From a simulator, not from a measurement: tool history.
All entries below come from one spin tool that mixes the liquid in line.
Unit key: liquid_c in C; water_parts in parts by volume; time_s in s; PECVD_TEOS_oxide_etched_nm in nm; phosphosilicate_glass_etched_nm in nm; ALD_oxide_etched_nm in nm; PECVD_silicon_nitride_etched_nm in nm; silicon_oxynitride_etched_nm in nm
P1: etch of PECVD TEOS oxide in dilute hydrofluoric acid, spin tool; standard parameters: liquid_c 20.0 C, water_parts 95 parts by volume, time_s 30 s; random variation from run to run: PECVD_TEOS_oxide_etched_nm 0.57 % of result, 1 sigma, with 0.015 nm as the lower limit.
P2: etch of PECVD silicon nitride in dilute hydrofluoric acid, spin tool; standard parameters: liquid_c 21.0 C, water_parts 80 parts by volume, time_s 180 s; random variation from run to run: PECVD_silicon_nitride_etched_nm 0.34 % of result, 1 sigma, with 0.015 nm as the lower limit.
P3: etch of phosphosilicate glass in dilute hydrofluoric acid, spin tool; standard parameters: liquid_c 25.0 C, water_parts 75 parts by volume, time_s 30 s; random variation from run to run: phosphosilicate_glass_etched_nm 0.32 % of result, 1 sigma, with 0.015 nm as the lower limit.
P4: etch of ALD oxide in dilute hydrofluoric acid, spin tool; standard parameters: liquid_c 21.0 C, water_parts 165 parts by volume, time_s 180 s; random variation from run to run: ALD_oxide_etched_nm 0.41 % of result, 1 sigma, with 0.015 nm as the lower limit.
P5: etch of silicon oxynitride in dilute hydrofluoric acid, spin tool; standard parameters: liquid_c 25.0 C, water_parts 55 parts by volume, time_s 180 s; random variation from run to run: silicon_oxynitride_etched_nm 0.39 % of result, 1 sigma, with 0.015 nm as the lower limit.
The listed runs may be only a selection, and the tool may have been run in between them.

| run | hour | process | liquid_c | water_parts | time_s | PECVD_TEOS_oxide_etched_nm | phosphosilicate_glass_etched_nm | ALD_oxide_etched_nm | PECVD_silicon_nitride_etched_nm | silicon_oxynitride_etched_nm |
|---|---|---|---|---|---|---|---|---|---|---|
| 1 | 5.2 | P1 | 20.0 | 95 | 30 | 6.4808 |  |  |  |  |
| 2 | 13.1 | P1 | 20.0 | 95 | 30 | 6.5813 |  |  |  |  |
| 3 | 22.1 | P1 | 20.0 | 95 | 30 | 6.5478 |  |  |  |  |
| 4 | 31.6 | P3 | 17.5 | 75 | 30 |  | 26.367 |  |  |  |
| 5 | 41.8 | P4 | 21.0 | 165 | 15 |  |  | 2.5256 |  |  |
| 6 | 48.3 | P3 | 25.0 | 75 | 15 |  | 17.938 |  |  |  |
|  | 52.2 | hydrofluoric acid flow meter replaced |
| 7 | 55.0 | P2 | 21.0 | 145 | 180 |  |  |  | 4.6463 |  |
| 8 | 66.3 | P4 | 17.0 | 165 | 180 |  |  | 26.1030 |  |  |
| 9 | 75.6 | P4 | 21.0 | 165 | 180 |  |  | 30.5850 |  |  |
| 10 | 86.0 | P3 | 25.0 | 40 | 30 |  | 70.711 |  |  |  |
| 11 | 96.1 | P1 | 20.0 | 25 | 30 | 27.0850 |  |  |  |  |
| 12 | 107.8 | P2 | 29.5 | 80 | 180 |  |  |  | 14.5140 |  |
| 13 | 113.7 | P5 | 25.0 | 55 | 180 |  |  |  |  | 13.8760 |
| 14 | 121.8 | P1 | 20.0 | 95 | 30 | 6.5370 |  |  |  |  |
| 15 | 128.5 | P1 | 20.0 | 95 | 15 | 3.2732 |  |  |  |  |
| 16 | 139.7 | P5 | 25.0 | 55 | 20 |  |  |  |  | 1.5474 |
| 17 | 148.3 | P2 | 21.0 | 80 | 180 |  |  |  | 8.3277 |  |
| 18 | 159.6 | P1 | 17.0 | 95 | 30 | 5.7125 |  |  |  |  |
| 19 | 168.9 | P5 | 25.0 | 55 | 180 |  |  |  |  | 13.9460 |
| 20 | 176.3 | P5 | 33.0 | 55 | 180 |  |  |  |  | 20.0880 |
| 21 | 184.9 | P4 | 21.0 | 275 | 180 |  |  | 16.5750 |  |  |
| 22 | 196.5 | P1 | 25.0 | 95 | 30 | 8.0208 |  |  |  |  |
| 23 | 206.5 | P1 | 20.0 | 135 | 30 | 4.3984 |  |  |  |  |
| 24 | 214.5 | P3 | 25.0 | 75 | 30 |  | 35.855 |  |  |  |
| 25 | 224.6 | P1 | 20.0 | 95 | 50 | 10.8820 |  |  |  |  |

Run 26 has not been measured yet. What should we expect?
| 26 | 235.8 | P5 | 25.0 | 100 | 180 |  |  |  |  | ? |

Logged for run 26: silicon_oxynitride_etched_nm 7.2925 nm.
